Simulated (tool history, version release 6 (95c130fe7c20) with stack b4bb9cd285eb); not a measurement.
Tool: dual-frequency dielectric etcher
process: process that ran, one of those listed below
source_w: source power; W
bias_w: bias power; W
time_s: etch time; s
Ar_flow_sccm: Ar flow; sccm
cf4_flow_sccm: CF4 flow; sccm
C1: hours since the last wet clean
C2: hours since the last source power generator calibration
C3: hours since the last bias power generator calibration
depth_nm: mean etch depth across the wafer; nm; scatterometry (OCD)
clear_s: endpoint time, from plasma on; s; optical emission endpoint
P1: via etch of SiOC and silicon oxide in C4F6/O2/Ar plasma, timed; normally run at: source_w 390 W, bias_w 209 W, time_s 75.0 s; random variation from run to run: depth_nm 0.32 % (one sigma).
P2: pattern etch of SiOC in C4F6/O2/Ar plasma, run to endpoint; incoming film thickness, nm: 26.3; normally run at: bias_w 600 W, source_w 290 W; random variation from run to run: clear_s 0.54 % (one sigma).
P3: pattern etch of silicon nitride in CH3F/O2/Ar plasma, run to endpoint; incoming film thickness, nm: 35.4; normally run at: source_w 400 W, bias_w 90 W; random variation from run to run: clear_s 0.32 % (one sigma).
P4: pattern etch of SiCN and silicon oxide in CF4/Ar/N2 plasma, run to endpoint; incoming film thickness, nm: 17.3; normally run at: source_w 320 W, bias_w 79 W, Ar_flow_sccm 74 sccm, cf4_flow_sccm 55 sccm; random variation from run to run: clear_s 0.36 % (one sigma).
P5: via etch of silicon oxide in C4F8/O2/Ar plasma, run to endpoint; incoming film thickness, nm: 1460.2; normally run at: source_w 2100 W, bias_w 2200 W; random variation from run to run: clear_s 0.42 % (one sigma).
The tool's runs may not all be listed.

run 1 hour=11.1 | process=P1 source_w=390 bias_w=209 time_s=75.0 | C1=72.2 C2=1758.1 C3=868.3 | depth_nm=89.540
run 2 hour=24.4 | process=P1 source_w=520 bias_w=209 time_s=75.0 | C1=85.5 C2=1771.4 C3=881.6 | depth_nm=100.230
run 3 hour=30.5 | process=P1 source_w=390 bias_w=209 time_s=75.0 | C1=91.6 C2=1777.5 C3=887.7 | depth_nm=89.575
run 4 hour=36.9 | process=P5 source_w=2100 bias_w=2200 | C1=98.0 C2=1783.9 C3=894.1 | clear_s=271.8500
run 5 hour=42.9 | process=P2 source_w=290 bias_w=600 | C1=104.0 C2=1789.9 C3=900.1 | clear_s=9.1965
run 6 hour=49.8 | process=P1 source_w=390 bias_w=209 time_s=75.0 | C1=110.9 C2=1796.8 C3=907.0 | depth_nm=89.631
run 7 hour=55.7 | process=P5 source_w=2820 bias_w=2200 | C1=116.8 C2=1802.7 C3=912.9 | clear_s=240.4900
run 8 hour=62.4 | process=P3 source_w=400 bias_w=90 | C1=123.5 C2=1809.4 C3=919.6 | clear_s=46.5330
run 9 hour=73.1 | process=P1 source_w=290 bias_w=209 time_s=75.0 | C1=134.2 C2=1820.1 C3=930.3 | depth_nm=80.128
run 10 hour=86.0 | process=P2 source_w=290 bias_w=600 | C1=147.1 C2=1833.0 C3=943.2 | clear_s=9.0903
run 11 hour=98.6 | process=P1 source_w=390 bias_w=209 time_s=75.0 | C1=159.7 C2=1845.6 C3=955.8 | depth_nm=89.189
run 12 hour=110.0 | process=P1 source_w=390 bias_w=281 time_s=92.0 | C1=171.1 C2=1857.0 C3=967.2 | depth_nm=121.440
run 13 hour=120.2 | process=P1 source_w=390 bias_w=209 time_s=41.0 | C1=181.3 C2=1867.2 C3=977.4 | depth_nm=48.833
run 14 hour=131.1 | process=P3 source_w=400 bias_w=65 | C1=192.2 C2=1878.1 C3=988.3 | clear_s=51.7980
run 15 hour=137.3 | process=P1 source_w=310 bias_w=209 time_s=96.5 | C1=198.4 C2=1884.3 C3=994.5 | depth_nm=105.370
run 16 hour=149.3 | process=P1 source_w=390 bias_w=209 time_s=75.0 | C1=210.4 C2=1896.3 C3=1006.5 | depth_nm=89.589
run 17 hour=163.0 | process=P1 source_w=390 bias_w=275 time_s=75.0 | C1=224.1 C2=1910.0 C3=1020.2 | depth_nm=97.978
run 18 hour=175.4 | process=P2 source_w=290 bias_w=453 | C1=236.5 C2=1922.4 C3=1032.6 | clear_s=10.2080
run 19 hour=186.7 | process=P3 source_w=400 bias_w=90 | C1=247.8 C2=1933.7 C3=1043.9 | clear_s=46.3270
run 20 hour=195.7 | process=P4 source_w=320 bias_w=79 Ar_flow_sccm=74 cf4_flow_sccm=55 | C1=256.8 C2=1942.7 C3=1052.9 | clear_s=26.5130
run 21 hour=209.2 | process=P1 source_w=390 bias_w=209 time_s=75.0 | C1=270.3 C2=1956.2 C3=1066.4 | depth_nm=89.628
run 22 hour=216.6 | process=P4 source_w=320 bias_w=79 Ar_flow_sccm=52 cf4_flow_sccm=55 | C1=277.7 C2=1963.6 C3=1073.8 | clear_s=25.4420
run 23 hour=223.7 | process=P1 source_w=390 bias_w=209 time_s=75.0 | C1=284.8 C2=1970.7 C3=1080.9 | depth_nm=89.493

The next listed run, before its measurement:
run 24 hour=234.9 | process=P5 source_w=2100 bias_w=3043 | C1=296.0 C2=1981.9 C3=1092.1 | clear_s=?

Run 24 gave clear_s 246.4400 s.
